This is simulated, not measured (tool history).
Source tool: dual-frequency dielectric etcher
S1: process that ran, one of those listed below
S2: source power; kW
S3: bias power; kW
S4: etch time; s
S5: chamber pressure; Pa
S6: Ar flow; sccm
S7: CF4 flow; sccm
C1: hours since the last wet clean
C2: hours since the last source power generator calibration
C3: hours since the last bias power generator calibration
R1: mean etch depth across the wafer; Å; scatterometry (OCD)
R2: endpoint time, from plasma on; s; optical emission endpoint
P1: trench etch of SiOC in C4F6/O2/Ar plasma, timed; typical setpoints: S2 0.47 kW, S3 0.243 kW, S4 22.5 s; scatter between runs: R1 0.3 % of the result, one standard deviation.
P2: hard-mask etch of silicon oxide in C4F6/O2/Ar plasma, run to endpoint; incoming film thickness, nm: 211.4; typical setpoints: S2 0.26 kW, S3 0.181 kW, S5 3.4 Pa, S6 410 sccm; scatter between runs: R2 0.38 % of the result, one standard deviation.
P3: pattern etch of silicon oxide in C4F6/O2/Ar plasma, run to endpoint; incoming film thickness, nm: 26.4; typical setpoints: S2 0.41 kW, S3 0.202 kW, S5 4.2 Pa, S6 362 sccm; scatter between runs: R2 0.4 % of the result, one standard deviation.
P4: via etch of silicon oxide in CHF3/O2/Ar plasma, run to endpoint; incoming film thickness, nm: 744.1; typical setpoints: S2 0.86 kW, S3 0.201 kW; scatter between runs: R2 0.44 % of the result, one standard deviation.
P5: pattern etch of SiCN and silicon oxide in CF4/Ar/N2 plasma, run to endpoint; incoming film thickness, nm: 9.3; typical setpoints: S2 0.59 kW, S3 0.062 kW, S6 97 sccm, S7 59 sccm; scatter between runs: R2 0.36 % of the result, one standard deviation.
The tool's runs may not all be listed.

run   hour  S1    S2     S3    S4    S5   S6  S7     C1      C2      C3      R1      R2
  1    4.1  P1  0.47  0.243  22.5                 292.8  1129.7  1608.2  541.15
  2    7.3  P1  0.47  0.243  22.5                   296  1132.9  1611.4   540.3
  3   11.3  P3  0.41  0.202         4.2  362        300  1136.9  1615.4          8.2062
  4   15.9  P4  1.08  0.201                       304.6  1141.5    1620          290.05
  5   21.8  P5  0.59  0.085               97  59  310.5  1147.4  1625.9          8.1786
  6   25.5  P2  0.26  0.131         3.4  410      314.2  1151.1  1629.6           86.62
  7   30.8  P3  0.28  0.202         4.2  362      319.5  1156.4  1634.9          9.5436
  8   35.5  P4  0.86  0.201                       324.2  1161.1  1639.6          319.02
  9   39.2  P1  0.58  0.322  22.5                 327.9  1164.8  1643.3  645.91
 10   44.1  P3  0.41  0.202        3.33  362      332.8  1169.7  1648.2          7.9713
 11   49.8  P1  0.47  0.243  22.5                 338.5  1175.4  1653.9  541.65
 12   53.6  P5  0.45  0.062               97  59  342.3  1179.2  1657.7          11.527
 13   57.7  P2  0.21  0.181         3.4  410      346.4  1183.3  1661.8          84.894
 14   60.4  P2  0.26  0.181        4.87  410      349.1    1186  1664.5          82.127
 15   64.5  P1  0.47  0.243  22.5                 353.2  1190.1  1668.6  542.53
      69.2  -- source power generator calibrated
 16   69.3  P2  0.26  0.181         3.4  248        358     0.2  1673.4          73.991
 17   72.1  P1   0.3  0.243  22.5                 360.8       3  1676.2  455.25
 18   77.7  P3  0.41  0.202         4.2  442      366.4     8.6  1681.8          8.4072
 19   82.2  P5  0.59  0.062               97  47  370.9    13.1  1686.3          9.4411
 20   86.2  P5  0.59  0.062               97  59  374.9    17.1  1690.3          9.1354
 21   91.5  P4  0.86  0.201                       380.2    22.4  1695.6          320.19
 22   96.1  P1  0.47  0.243  12.5                 384.8      27  1700.2  299.92
 23  101.6  P1  0.47  0.344  22.5                 390.3    32.5  1705.7   606.7
 24  105.6  P1  0.47  0.243  22.5                 394.3    36.5  1709.7  539.81
 25  108.5  P1  0.58  0.243  22.5                 397.2    39.4  1712.6  587.77
 26  114.4  P4  0.86   0.28                       403.1    45.3  1718.5          284.11
 27  119.7  P1  0.34  0.243  12.5                 408.4    50.6  1723.8  264.64
 28  123.9  P3  0.41  0.276         4.2  362      412.6    54.8    1728          7.4559
 29    127  P3  0.41  0.202         4.2  362      415.7    57.9  1731.1          8.2426
 30  130.3  P1  0.47  0.243  31.5                   419    61.2  1734.4  759.75
 31  134.2  P2  0.26  0.181         3.4  410      422.9    65.1  1738.3           78.08
 32    140  P5  0.59  0.062              120  59  428.7    70.9  1744.1          9.4637
 33  142.7  P5  0.59  0.062               97  59  431.4    73.6  1746.8          9.1784
 34    147  P2  0.26  0.181         3.4  410      435.7    77.9  1751.1          78.112
 35  150.1  P1  0.47  0.181  22.5                 438.8      81  1754.2  496.22

Estimate the outcome of run 36 from the log above:
 36  155.9  P1  0.47  0.243  22.5              444.6  86.8  1760   ?

R1: 539.78 Å
